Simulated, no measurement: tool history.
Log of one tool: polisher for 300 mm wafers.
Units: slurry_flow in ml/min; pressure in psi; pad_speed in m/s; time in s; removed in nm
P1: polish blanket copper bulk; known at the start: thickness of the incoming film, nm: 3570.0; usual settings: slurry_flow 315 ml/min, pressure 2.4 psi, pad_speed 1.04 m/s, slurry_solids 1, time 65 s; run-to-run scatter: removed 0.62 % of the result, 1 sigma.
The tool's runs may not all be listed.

run	hour	slurry_flow	pressure	pad_speed	slurry_solids	time	wafers polished on this pad	hours since the slurry nozzle was cleaned	hours since the head pressure was calibrated	hours since the slurry blender was calibrated	removed
1	15.7	315	2.4	1.04	1	65	995	238.6	454.1	300.1	432.12
2	31.3	315	3.5	1.04	1	65	1232	254.2	469.7	315.7	628.43
3	40.5	415	2.4	1.04	1	65	1372	263.4	478.9	324.9	444.78
4	51.7	315	2.4	1.04	0.75	65	1542	274.6	490.1	336.1	408.98
5	58.9	315	2.4	1.04	1	30	1652	281.8	497.3	343.3	198.78
6	74.2	315	2.4	1.04	1	65	1884	297.1	512.6	358.6	433.06
7	89.7	190	2.4	1.04	1	65	2120	312.6	528.1	374.1	411.12
8	100.4	315	2.4	1.04	1	65	2283	323.3	538.8	384.8	429.94
9	108	315	2.4	1.04	1	65	2399	330.9	546.4	392.4	426.95
10	119.2	315	2.4	1.42	1	65	2569	342.1	557.6	403.6	598.38
11	133.9	315	2.4	0.58	1	65	2793	356.8	572.3	418.3	240.3
12	146.9	315	1.1	1.04	1	65	2990	369.8	585.3	431.3	196.63
13	154	315	2.4	1.04	1	90	3098	376.9	592.4	438.4	599.28
14	166.4	315	2.4	1.04	1	65	3287	389.3	604.8	450.8	436
15	179.2	315	2.4	1.04	1	65	3482	402.1	617.6	463.6	435.01
16	190.5	315	2.4	1.04	1.35	65	3653	413.4	628.9	474.9	463.2
17	204.4	190	2.4	0.66	1	65	3865	427.3	642.8	488.8	257.83
18	214.4	315	2.4	1.04	1	65	4017	437.3	652.8	498.8	428.28
19	222.3	315	2.4	1.04	1	65	4137	445.2	660.7	506.7	426.78
20	231.4	315	2.4	1.04	1	65	4276	454.3	669.8	515.8	418.14
21	244.7	315	2.4	1.04	1	65	4478	467.6	683.1	529.1	413.05
# hour 245.9: head pressure recalibrated
22	254.1	315	2.4	1.04	1	65	4621	477	8.3	538.5	413.61
23	267.7	315	2.4	1.04	1	65	4828	490.6	21.9	552.1	410.95
# hour 269: slurry blender recalibrated
24	276.6	315	2.4	1.04	1	65	4963	499.5	30.8	7.7	407.03
25	284.4	315	2.4	1.04	1	65	5082	507.3	38.6	15.5	413.81
26	293.8	315	2.4	1.04	1	65	5225	516.7	48	24.9	406.64

What P1 gives has crept away from where it was. These 2 causes fit the log equally well, each at the size given:
A: slurry flow missing at the pad, % = 37.3
B: removal rate lost through wear of the pad, % = 4.93
The creep began at about hour 214.4.
Why every other cause is out:
head's pressure below its setpoint, %: serviced at hour 245.9, which brought nothing back
abrasive missing from the slurry, %: serviced at hour 269, which brought nothing back

4 check runs are offered, each on 5 wafers whose results are averaged, their results left as question marks. Which one tells the causes apart?
check 1	303.2	315	2.9	1.04	1	65					?
check 2	303.2	210	3.4	1.04	1	65					?
check 3	303.2	315	2.4	0.64	0.85	65					?
check 4	303.2	315	1.3	1.04	1	35					?

What each check would give under each cause:
check	result	if A	if B
check 1	removed	496.84	496.9
check 2	removed	545.18	558.24
check 3	removed	244.45	244.48
check 4	removed	119.93	119.94
How far apart the two closest causes lie, in the result that separates them most: check 1 0.01 %; check 2 2.37 %; check 3 0.01 %; check 4 0.01 %
Only check 2 tells the causes apart: in the others they would give nearly the same result.

Then check 2 was run and gave: removed 557.31 nm. Which cause is it?

It is B: removal rate lost through wear of the pad, %.
